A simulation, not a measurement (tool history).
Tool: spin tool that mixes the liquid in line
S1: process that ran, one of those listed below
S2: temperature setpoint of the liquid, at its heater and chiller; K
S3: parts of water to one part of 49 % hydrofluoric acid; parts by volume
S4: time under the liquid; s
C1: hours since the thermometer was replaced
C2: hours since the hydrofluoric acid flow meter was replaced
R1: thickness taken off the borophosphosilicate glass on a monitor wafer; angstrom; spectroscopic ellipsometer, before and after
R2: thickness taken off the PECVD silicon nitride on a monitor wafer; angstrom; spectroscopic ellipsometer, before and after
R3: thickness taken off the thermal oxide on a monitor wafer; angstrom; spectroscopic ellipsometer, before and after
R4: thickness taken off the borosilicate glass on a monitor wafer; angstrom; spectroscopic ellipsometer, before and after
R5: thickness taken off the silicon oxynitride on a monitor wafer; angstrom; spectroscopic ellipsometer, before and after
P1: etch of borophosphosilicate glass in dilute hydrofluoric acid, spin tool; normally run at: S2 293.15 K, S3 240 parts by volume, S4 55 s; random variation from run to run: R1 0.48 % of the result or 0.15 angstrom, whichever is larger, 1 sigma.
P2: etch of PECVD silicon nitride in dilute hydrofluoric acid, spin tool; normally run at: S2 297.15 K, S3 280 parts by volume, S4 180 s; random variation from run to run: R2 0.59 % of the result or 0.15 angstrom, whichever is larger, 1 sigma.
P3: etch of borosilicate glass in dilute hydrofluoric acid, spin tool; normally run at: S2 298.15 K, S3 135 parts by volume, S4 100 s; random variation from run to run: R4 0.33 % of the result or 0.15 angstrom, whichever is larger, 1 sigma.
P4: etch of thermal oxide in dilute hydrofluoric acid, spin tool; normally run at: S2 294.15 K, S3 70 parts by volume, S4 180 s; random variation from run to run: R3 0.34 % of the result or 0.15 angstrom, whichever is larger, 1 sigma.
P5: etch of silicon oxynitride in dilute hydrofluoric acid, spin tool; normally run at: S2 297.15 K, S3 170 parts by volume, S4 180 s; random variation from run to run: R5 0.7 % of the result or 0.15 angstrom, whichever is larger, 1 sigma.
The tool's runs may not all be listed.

Run 1, hour 10.0: S1 P1, S2 293.15 K, S3 240 parts by volume, S4 55 s; C1 407.7; C2 433.0. Result: R1 79.159 angstrom.
Run 2, hour 16.0: S1 P1, S2 293.15 K, S3 240 parts by volume, S4 15 s; C1 413.7; C2 439.0. Result: R1 21.399 angstrom.
Run 3, hour 25.3: S1 P2, S2 297.15 K, S3 280 parts by volume, S4 180 s; C1 423.0; C2 448.3. Result: R2 37.874 angstrom.
Run 4, hour 32.0: S1 P4, S2 301.65 K, S3 70 parts by volume, S4 180 s; C1 429.7; C2 455.0. Result: R3 155.170 angstrom.
Run 5, hour 43.5: S1 P2, S2 291.15 K, S3 280 parts by volume, S4 180 s; C1 441.2; C2 466.5. Result: R2 25.634 angstrom.
At hour 49.2: hydrofluoric acid flow meter replaced.
Run 6, hour 50.0: S1 P1, S2 293.15 K, S3 240 parts by volume, S4 105 s; C1 447.7; C2 0.9. Result: R1 150.150 angstrom.
Run 7, hour 63.0: S1 P2, S2 297.15 K, S3 280 parts by volume, S4 85 s; C1 460.7; C2 13.9. Result: R2 17.690 angstrom.
Run 8, hour 75.1: S1 P3, S2 298.15 K, S3 240 parts by volume, S4 100 s; C1 472.8; C2 26.0. Result: R4 102.540 angstrom.
Run 9, hour 84.0: S1 P2, S2 297.15 K, S3 280 parts by volume, S4 180 s; C1 481.7; C2 34.9. Result: R2 37.540 angstrom.
Run 10, hour 91.4: S1 P3, S2 298.15 K, S3 135 parts by volume, S4 100 s; C1 489.1; C2 42.3. Result: R4 205.700 angstrom.
Run 11, hour 97.3: S1 P1, S2 293.15 K, S3 240 parts by volume, S4 55 s; C1 495.0; C2 48.2. Result: R1 79.541 angstrom.
Run 12, hour 104.9: S1 P5, S2 297.15 K, S3 310 parts by volume, S4 180 s; C1 502.6; C2 55.8. Result: R5 15.741 angstrom.
Run 13, hour 110.7: S1 P1, S2 290.15 K, S3 240 parts by volume, S4 55 s; C1 508.4; C2 61.6. Result: R1 69.891 angstrom.
Run 14, hour 116.6: S1 P5, S2 297.15 K, S3 170 parts by volume, S4 325 s; C1 514.3; C2 67.5. Result: R5 56.188 angstrom.
Run 15, hour 125.0: S1 P5, S2 297.15 K, S3 170 parts by volume, S4 180 s; C1 522.7; C2 75.9. Result: R5 31.364 angstrom.
Run 16, hour 137.7: S1 P1, S2 293.15 K, S3 240 parts by volume, S4 55 s; C1 535.4; C2 88.6. Result: R1 78.986 angstrom.
Run 17, hour 143.8: S1 P1, S2 293.15 K, S3 360 parts by volume, S4 55 s; C1 541.5; C2 94.7. Result: R1 47.200 angstrom.
Run 18, hour 149.9: S1 P3, S2 298.15 K, S3 135 parts by volume, S4 25 s; C1 547.6; C2 100.8. Result: R4 51.393 angstrom.
Run 19, hour 163.2: S1 P1, S2 293.15 K, S3 240 parts by volume, S4 55 s; C1 560.9; C2 114.1. Result: R1 79.179 angstrom.
Run 20, hour 174.8: S1 P3, S2 294.15 K, S3 135 parts by volume, S4 100 s; C1 572.5; C2 125.7. Result: R4 175.400 angstrom.
Run 21, hour 182.1: S1 P2, S2 297.15 K, S3 60 parts by volume, S4 180 s; C1 579.8; C2 133.0. Result: R2 168.500 angstrom.
Run 22, hour 191.1: S1 P3, S2 298.15 K, S3 135 parts by volume, S4 100 s; C1 588.8; C2 142.0. Result: R4 206.900 angstrom.
Run 23, hour 201.8: S1 P5, S2 301.65 K, S3 170 parts by volume, S4 180 s; C1 599.5; C2 152.7. Result: R5 37.805 angstrom.
Run 24, hour 213.4: S1 P1, S2 293.15 K, S3 135 parts by volume, S4 55 s; C1 611.1; C2 164.3. Result: R1 155.050 angstrom.
Run 25, hour 224.1: S1 P4, S2 294.15 K, S3 70 parts by volume, S4 180 s; C1 621.8; C2 175.0. Result: R3 114.130 angstrom.
Run 26, hour 237.1: S1 P4, S2 294.15 K, S3 70 parts by volume, S4 50 s; C1 634.8; C2 188.0. Result: R3 31.952 angstrom.
Run 27, hour 249.5: S1 P1, S2 293.15 K, S3 135 parts by volume, S4 30 s; C1 647.2; C2 200.4. Result: R1 84.667 angstrom.

The next listed run, before its measurement:
Run 28, hour 257.2: S1 P1, S2 293.15 K, S3 240 parts by volume, S4 55 s; C1 654.9; C2 208.1. Result: R1 ?.

Run 28 gave R1 78.659 angstrom.

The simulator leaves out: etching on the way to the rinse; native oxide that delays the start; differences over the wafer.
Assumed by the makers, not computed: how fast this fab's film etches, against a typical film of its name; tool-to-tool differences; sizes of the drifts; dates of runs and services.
